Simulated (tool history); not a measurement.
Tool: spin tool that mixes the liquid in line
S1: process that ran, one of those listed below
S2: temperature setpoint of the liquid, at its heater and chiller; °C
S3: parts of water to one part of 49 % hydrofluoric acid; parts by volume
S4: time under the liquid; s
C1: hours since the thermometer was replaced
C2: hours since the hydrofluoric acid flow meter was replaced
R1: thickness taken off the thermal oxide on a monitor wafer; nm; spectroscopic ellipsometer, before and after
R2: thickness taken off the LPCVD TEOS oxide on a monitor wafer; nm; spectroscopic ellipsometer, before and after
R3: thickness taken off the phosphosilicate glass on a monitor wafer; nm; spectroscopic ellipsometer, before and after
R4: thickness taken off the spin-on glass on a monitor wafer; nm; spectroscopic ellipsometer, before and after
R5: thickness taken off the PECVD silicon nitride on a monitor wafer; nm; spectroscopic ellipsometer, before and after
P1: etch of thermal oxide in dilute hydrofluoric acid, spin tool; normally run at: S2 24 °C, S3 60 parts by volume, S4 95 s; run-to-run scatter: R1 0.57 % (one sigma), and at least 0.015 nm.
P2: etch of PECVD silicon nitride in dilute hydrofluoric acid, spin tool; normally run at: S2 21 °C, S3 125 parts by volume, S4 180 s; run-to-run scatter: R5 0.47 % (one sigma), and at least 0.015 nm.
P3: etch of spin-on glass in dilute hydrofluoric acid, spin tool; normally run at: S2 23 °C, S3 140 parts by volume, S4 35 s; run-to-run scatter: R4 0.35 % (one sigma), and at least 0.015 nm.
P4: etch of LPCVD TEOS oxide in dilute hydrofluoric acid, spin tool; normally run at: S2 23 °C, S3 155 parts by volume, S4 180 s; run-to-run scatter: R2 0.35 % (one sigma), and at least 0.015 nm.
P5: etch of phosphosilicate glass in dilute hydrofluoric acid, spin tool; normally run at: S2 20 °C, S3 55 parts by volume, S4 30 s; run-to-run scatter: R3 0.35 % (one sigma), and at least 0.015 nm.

| run | hour | S1 | S2 | S3 | S4 | C1 | C2 | R1 | R2 | R3 | R4 | R5 |
|---|---|---|---|---|---|---|---|---|---|---|---|---|
| 1 | 6.6 | P1 | 24 | 60 | 95 | 549.6 | 1657.6 | 8.2283 |  |  |  |  |
| 2 | 11.7 | P1 | 31 | 60 | 45 | 554.7 | 1662.7 | 5.1670 |  |  |  |  |
| 3 | 18.9 | P4 | 23 | 155 | 285 | 561.9 | 1669.9 |  | 38.027 |  |  |  |
| 4 | 27.8 | P4 | 23 | 35 | 180 | 570.8 | 1678.8 |  | 123.660 |  |  |  |
| 5 | 34.3 | P4 | 17 | 155 | 180 | 577.3 | 1685.3 |  | 18.936 |  |  |  |
| 6 | 39.0 | P4 | 23 | 155 | 180 | 582.0 | 1690.0 |  | 24.018 |  |  |  |
| 7 | 44.6 | P1 | 24 | 60 | 95 | 587.6 | 1695.6 | 8.1877 |  |  |  |  |
| 8 | 48.8 | P5 | 20 | 55 | 15 | 591.8 | 1699.8 |  |  | 27.528 |  |  |
| 9 | 54.3 | P3 | 23 | 245 | 35 | 597.3 | 1705.3 |  |  |  | 4.8625 |  |
| 10 | 62.3 | P2 | 21 | 220 | 180 | 605.3 | 1713.3 |  |  |  |  | 3.05470 |
| 11 | 70.2 | P1 | 24 | 85 | 95 | 613.2 | 1721.2 | 5.6389 |  |  |  |  |
| 12 | 76.4 | P2 | 21 | 125 | 180 | 619.4 | 1727.4 |  |  |  |  | 5.31420 |
| 13 | 85.6 | P3 | 23 | 140 | 35 | 628.6 | 1736.6 |  |  |  | 9.4372 |  |
| 14 | 93.5 | P2 | 17 | 125 | 180 | 636.5 | 1744.5 |  |  |  |  | 4.03820 |
| 15 | 102.1 | P1 | 24 | 60 | 95 | 645.1 | 1753.1 | 8.1940 |  |  |  |  |
| 16 | 110.8 | P5 | 20 | 20 | 30 | 653.8 | 1761.8 |  |  | 158.840 |  |  |
| 17 | 115.0 | P5 | 20 | 55 | 30 | 658.0 | 1766.0 |  |  | 55.172 |  |  |
| 18 | 120.7 | P1 | 24 | 60 | 15 | 663.7 | 1771.7 | 1.2841 |  |  |  |  |
| 19 | 126.0 | P5 | 28 | 55 | 30 | 669.0 | 1777.0 |  |  | 76.658 |  |  |
| 20 | 133.9 | P2 | 21 | 125 | 15 | 676.9 | 1784.9 |  |  |  |  | 0.41923 |
| 21 | 138.6 | P1 | 24 | 60 | 180 | 681.6 | 1789.6 | 15.6520 |  |  |  |  |
| 22 | 143.1 | P1 | 32 | 60 | 95 | 686.1 | 1794.1 | 11.2890 |  |  |  |  |
| 23 | 151.1 | P1 | 24 | 60 | 95 | 694.1 | 1802.1 | 8.2535 |  |  |  |  |
| 24 | 156.4 | P3 | 17 | 140 | 35 | 699.4 | 1807.4 |  |  |  | 7.4439 |  |
| 25 | 161.2 | P3 | 23 | 140 | 15 | 704.2 | 1812.2 |  |  |  | 4.0663 |  |
| 26 | 169.0 | P1 | 24 | 20 | 95 | 712.0 | 1820.0 | 25.9830 |  |  |  |  |
| 27 | 174.3 | P1 | 17 | 60 | 95 | 717.3 | 1825.3 | 6.2080 |  |  |  |  |
| 28 | 179.1 | P1 | 24 | 60 | 95 | 722.1 | 1830.1 | 8.3396 |  |  |  |  |
| 29 | 188.6 | P1 | 24 | 60 | 95 | 731.6 | 1839.6 | 8.2447 |  |  |  |  |
| 30 | 194.0 | P1 | 24 | 60 | 95 | 737.0 | 1845.0 | 8.0610 |  |  |  |  |
| 31 | 203.5 | P1 | 24 | 60 | 95 | 746.5 | 1854.5 | 7.9166 |  |  |  |  |
| 32 | 211.7 | P1 | 24 | 60 | 95 | 754.7 | 1862.7 | 7.8571 |  |  |  |  |
| 33 | 218.7 | P1 | 24 | 60 | 95 | 761.7 | 1869.7 | 7.8162 |  |  |  |  |
| 34 | 224.6 | P1 | 24 | 60 | 95 | 767.6 | 1875.6 | 7.8398 |  |  |  |  |
| 35 | 231.1 | P1 | 24 | 60 | 95 | 774.1 | 1882.1 | 7.7895 |  |  |  |  |
| 36 | 239.3 | P1 | 24 | 60 | 95 | 782.3 | 1890.3 | 7.7736 |  |  |  |  |
| 37 | 244.8 | P1 | 24 | 60 | 95 | 787.8 | 1895.8 | 7.7237 |  |  |  |  |

What P1 gives has crept away from where it was. These 2 causes fit the log equally well, each at the size given:
A: hydrofluoric acid flow below the setpoint (%) = 5.52
B: liquid colder than its thermometer reads (K) = 1.5
The creep began at about hour 188.6.

4 check runs are offered, one wafer each, their results left as question marks. Which one tells the causes apart?
| check 1 | 250.3 | P2 | 21 | 125 | 180 |  |  |  |  |  |  | ? |
| check 2 | 250.3 | P3 | 23 | 140 | 35 |  |  |  |  |  | ? |  |
| check 3 | 250.3 | P5 | 20 | 55 | 30 |  |  |  |  | ? |  |  |
| check 4 | 250.3 | P4 | 23 | 155 | 180 |  |  |  | ? |  |  |  |

What each check would give under each cause:
| check | result | if A | if B |
|---|---|---|---|
| check 1 | R5 | 5.02790 | 4.80470 |
| check 2 | R4 | 8.8691 | 8.9335 |
| check 3 | R3 | 51.809 | 51.637 |
| check 4 | R2 | 22.525 | 22.720 |
How far apart the two closest causes lie, in the result that separates them most: check 1 4.54 %; check 2 0.72 %; check 3 0.33 %; check 4 0.86 %
Check 1 tells the causes apart: in the others they would give nearly the same result.

Check 1 was then run and gave: R5 5.04560 nm. Which cause is it?

It is A: hydrofluoric acid flow below the setpoint (%).

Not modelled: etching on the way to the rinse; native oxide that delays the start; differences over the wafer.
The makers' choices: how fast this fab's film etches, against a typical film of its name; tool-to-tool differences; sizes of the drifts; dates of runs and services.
